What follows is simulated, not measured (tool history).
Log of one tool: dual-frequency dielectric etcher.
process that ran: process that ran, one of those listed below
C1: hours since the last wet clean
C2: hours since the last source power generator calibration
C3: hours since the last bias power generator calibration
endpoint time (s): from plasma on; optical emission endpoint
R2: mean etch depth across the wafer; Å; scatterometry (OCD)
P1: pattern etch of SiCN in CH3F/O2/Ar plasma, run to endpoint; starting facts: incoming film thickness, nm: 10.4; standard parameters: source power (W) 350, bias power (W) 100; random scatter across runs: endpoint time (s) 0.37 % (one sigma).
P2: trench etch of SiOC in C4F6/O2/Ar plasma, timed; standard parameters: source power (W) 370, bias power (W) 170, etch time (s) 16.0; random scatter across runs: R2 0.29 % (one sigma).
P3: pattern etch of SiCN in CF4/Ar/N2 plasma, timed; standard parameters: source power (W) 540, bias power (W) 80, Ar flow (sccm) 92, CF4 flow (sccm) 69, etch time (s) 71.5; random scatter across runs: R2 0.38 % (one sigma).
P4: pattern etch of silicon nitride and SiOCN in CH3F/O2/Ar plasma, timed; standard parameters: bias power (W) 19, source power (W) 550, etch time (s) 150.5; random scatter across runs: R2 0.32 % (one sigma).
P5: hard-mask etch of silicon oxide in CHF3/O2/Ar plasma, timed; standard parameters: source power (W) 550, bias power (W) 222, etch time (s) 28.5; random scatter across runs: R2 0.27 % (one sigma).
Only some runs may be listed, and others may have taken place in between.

Run 1, day 0.425: process that ran P1, source power (W) 350, bias power (W) 100; C1 73.6; C2 1348.4; C3 632.8. Result: endpoint time (s) 25.815.
Run 2, day 1.200: process that ran P1, source power (W) 470, bias power (W) 126; C1 92.2; C2 1367.0; C3 651.4. Result: endpoint time (s) 21.128.
Run 3, day 1.988: process that ran P2, source power (W) 450, bias power (W) 170, etch time (s) 16.0; C1 111.1; C2 1385.9; C3 670.3. Result: R2 348.40 Å.
Run 4, day 2.338: process that ran P1, source power (W) 350, bias power (W) 100; C1 119.5; C2 1394.3; C3 678.7. Result: endpoint time (s) 25.840.
Run 5, day 3.008: process that ran P3, source power (W) 540, bias power (W) 65, etch time (s) 71.5, Ar flow (sccm) 92, CF4 flow (sccm) 69; C1 135.6; C2 1410.4; C3 694.8. Result: R2 700.39 Å.
Run 6, day 3.754: process that ran P1, source power (W) 350, bias power (W) 100; C1 153.5; C2 1428.3; C3 712.7. Result: endpoint time (s) 25.712.
Run 7, day 4.458: process that ran P2, source power (W) 370, bias power (W) 222, etch time (s) 16.0; C1 170.4; C2 1445.2; C3 729.6. Result: R2 352.83 Å.
Run 8, day 5.092: process that ran P4, source power (W) 550, bias power (W) 19, etch time (s) 150.5; C1 185.6; C2 1460.4; C3 744.8. Result: R2 208.69 Å.
Run 9, day 5.617: process that ran P1, source power (W) 350, bias power (W) 100; C1 198.2; C2 1473.0; C3 757.4. Result: endpoint time (s) 25.883.
Run 10, day 6.367: process that ran P1, source power (W) 480, bias power (W) 61; C1 216.2; C2 1491.0; C3 775.4. Result: endpoint time (s) 27.342.
Run 11, day 7.138: process that ran P5, source power (W) 550, bias power (W) 222, etch time (s) 28.5; C1 234.7; C2 1509.5; C3 793.9. Result: R2 589.59 Å.
Run 12, day 7.821: process that ran P5, source power (W) 450, bias power (W) 222, etch time (s) 28.5; C1 251.1; C2 1525.9; C3 810.3. Result: R2 546.75 Å.
Run 13, day 8.450: process that ran P3, source power (W) 750, bias power (W) 80, etch time (s) 71.5, Ar flow (sccm) 92, CF4 flow (sccm) 69; C1 266.2; C2 1541.0; C3 825.4. Result: R2 1007.70 Å.
Run 14, day 9.179: process that ran P3, source power (W) 540, bias power (W) 80, etch time (s) 71.5, Ar flow (sccm) 65, CF4 flow (sccm) 69; C1 283.7; C2 1558.5; C3 842.9. Result: R2 790.50 Å.
At day 9.442: bias power generator calibrated.
Run 15, day 9.633: process that ran P1, source power (W) 350, bias power (W) 123; C1 294.6; C2 1569.4; C3 4.6. Result: endpoint time (s) 23.967.
Run 16, day 10.258: process that ran P2, source power (W) 370, bias power (W) 170, etch time (s) 16.0; C1 309.6; C2 1584.4; C3 19.6. Result: R2 323.27 Å.
Run 17, day 10.671: process that ran P5, source power (W) 550, bias power (W) 222, etch time (s) 40.5; C1 319.5; C2 1594.3; C3 29.5. Result: R2 836.37 Å.
Run 18, day 11.079: process that ran P4, source power (W) 390, bias power (W) 19, etch time (s) 150.5; C1 329.3; C2 1604.1; C3 39.3. Result: R2 184.87 Å.
Run 19, day 11.512: process that ran P1, source power (W) 490, bias power (W) 64; C1 339.7; C2 1614.5; C3 49.7. Result: endpoint time (s) 26.635.
Run 20, day 12.179: process that ran P3, source power (W) 540, bias power (W) 80, etch time (s) 71.5, Ar flow (sccm) 92, CF4 flow (sccm) 96; C1 355.7; C2 1630.5; C3 65.7. Result: R2 792.09 Å.
Run 21, day 12.738: process that ran P3, source power (W) 540, bias power (W) 80, etch time (s) 71.5, Ar flow (sccm) 92, CF4 flow (sccm) 69; C1 369.1; C2 1643.9; C3 79.1. Result: R2 750.62 Å.
Run 22, day 13.400: process that ran P1, source power (W) 240, bias power (W) 100; C1 385.0; C2 1659.8; C3 95.0. Result: endpoint time (s) 29.525.
Run 23, day 14.096: process that ran P2, source power (W) 370, bias power (W) 170, etch time (s) 16.0; C1 401.7; C2 1676.5; C3 111.7. Result: R2 324.22 Å.
At day 14.221: source power generator calibrated.
Run 24, day 14.708: process that ran P4, source power (W) 550, bias power (W) 19, etch time (s) 112.0; C1 416.4; C2 11.7; C3 126.4. Result: R2 154.37 Å.
Run 25, day 15.233: process that ran P1, source power (W) 450, bias power (W) 100; C1 429.0; C2 24.3; C3 139.0. Result: endpoint time (s) 23.615.
Run 26, day 15.917: process that ran P5, source power (W) 550, bias power (W) 287, etch time (s) 28.5; C1 445.4; C2 40.7; C3 155.4. Result: R2 648.59 Å.
Run 27, day 16.667: process that ran P4, source power (W) 550, bias power (W) 19, etch time (s) 150.5; C1 463.4; C2 58.7; C3 173.4. Result: R2 207.94 Å.
Run 28, day 17.429: process that ran P4, source power (W) 550, bias power (W) 14, etch time (s) 150.5; C1 481.7; C2 77.0; C3 191.7. Result: R2 183.02 Å.
Run 29, day 17.992: process that ran P1, source power (W) 350, bias power (W) 70; C1 495.2; C2 90.5; C3 205.2. Result: endpoint time (s) 29.378.
Run 30, day 18.729: process that ran P2, source power (W) 370, bias power (W) 170, etch time (s) 21.5; C1 512.9; C2 108.2; C3 222.9. Result: R2 434.88 Å.
Run 31, day 19.325: process that ran P5, source power (W) 550, bias power (W) 222, etch time (s) 28.5; C1 527.2; C2 122.5; C3 237.2. Result: R2 588.64 Å.
Run 32, day 19.812: process that ran P1, source power (W) 350, bias power (W) 100; C1 538.9; C2 134.2; C3 248.9. Result: endpoint time (s) 25.703.
Run 33, day 20.175: process that ran P3, source power (W) 540, bias power (W) 80, etch time (s) 45.5, Ar flow (sccm) 92, CF4 flow (sccm) 69; C1 547.6; C2 142.9; C3 257.6. Result: R2 477.05 Å.
Run 34, day 20.804: process that ran P1, source power (W) 350, bias power (W) 100; C1 562.7; C2 158.0; C3 272.7. Result: endpoint time (s) 25.752.
Run 35, day 21.571: process that ran P1, source power (W) 350, bias power (W) 100; C1 581.1; C2 176.4; C3 291.1. Result: endpoint time (s) 26.187.
Run 36, day 22.267: process that ran P1, source power (W) 350, bias power (W) 100; C1 597.8; C2 193.1; C3 307.8. Result: endpoint time (s) 26.011.
Run 37, day 22.750: process that ran P1, source power (W) 350, bias power (W) 100; C1 609.4; C2 204.7; C3 319.4. Result: endpoint time (s) 26.134.
Run 38, day 23.317: process that ran P1, source power (W) 350, bias power (W) 100; C1 623.0; C2 218.3; C3 333.0. Result: endpoint time (s) 26.107.
Run 39, day 23.938: process that ran P1, source power (W) 350, bias power (W) 100; C1 637.9; C2 233.2; C3 347.9. Result: endpoint time (s) 26.083.
At day 24.517: wet clean of the chamber.
Run 40, day 24.550: process that ran P1, source power (W) 350, bias power (W) 100; C1 0.8; C2 247.9; C3 362.6. Result: endpoint time (s) 26.378.
Run 41, day 24.925: process that ran P1, source power (W) 350, bias power (W) 100; C1 9.8; C2 256.9; C3 371.6. Result: endpoint time (s) 26.356.
Run 42, day 25.579: process that ran P1, source power (W) 350, bias power (W) 100; C1 25.5; C2 272.6; C3 387.3. Result: endpoint time (s) 26.254.
Run 43, day 26.267: process that ran P1, source power (W) 350, bias power (W) 100; C1 42.0; C2 289.1; C3 403.8. Result: endpoint time (s) 26.305.
Run 44, day 27.042: process that ran P1, source power (W) 350, bias power (W) 100; C1 60.6; C2 307.7; C3 422.4. Result: endpoint time (s) 26.420.
Run 45, day 27.629: process that ran P1, source power (W) 350, bias power (W) 100; C1 74.7; C2 321.8; C3 436.5. Result: endpoint time (s) 26.458.

What P1 gives has crept away from where it was. These 2 causes fit the log equally well, each at the size given:
A: source power that arrives under what is set, % = 4.94
B: bias power that arrives under what is set, % = 4.8
The drift started at roughly day 20.804.
What rules out each remaining cause:
chamber walls in a state that lowers the etch rate, %: its service at day 24.517 followed the start of the drift and did not put the process back to its old value

Which of the 4 check runs listed below separates the causes, so that each cause would produce a clearly different result? Each run uses one wafer, and its results are marked with question marks.
Run check 1, day 28.217: process that ran P3, source power (W) 540, bias power (W) 80, etch time (s) 71.5, Ar flow (sccm) 92, CF4 flow (sccm) 69. Result: R2 ?.
Run check 2, day 28.217: process that ran P2, source power (W) 370, bias power (W) 170, etch time (s) 16.0. Result: R2 ?.
Run check 3, day 28.217: process that ran P4, source power (W) 550, bias power (W) 19, etch time (s) 150.5. Result: R2 ?.
Run check 4, day 28.217: process that ran P5, source power (W) 550, bias power (W) 222, etch time (s) 28.5. Result: R2 ?.

Check results expected under each cause:
  check  result    if A    if B
check 1      R2  720.93  741.08
check 2      R2  317.20  318.59
check 3      R2  203.93  203.42
check 4      R2  577.95  579.03
Distance between the nearest two causes, measured in the result of the check that separates them most: check 1 2.76 %; check 2 0.44 %; check 3 0.25 %; check 4 0.19 %
Check 1 distinguishes between the causes, while the remaining checks would return nearly the same result for all of them.

Then check 1 was run and gave: R2 721.00 Å. Which cause is it?

It is A: source power that arrives under what is set, %.
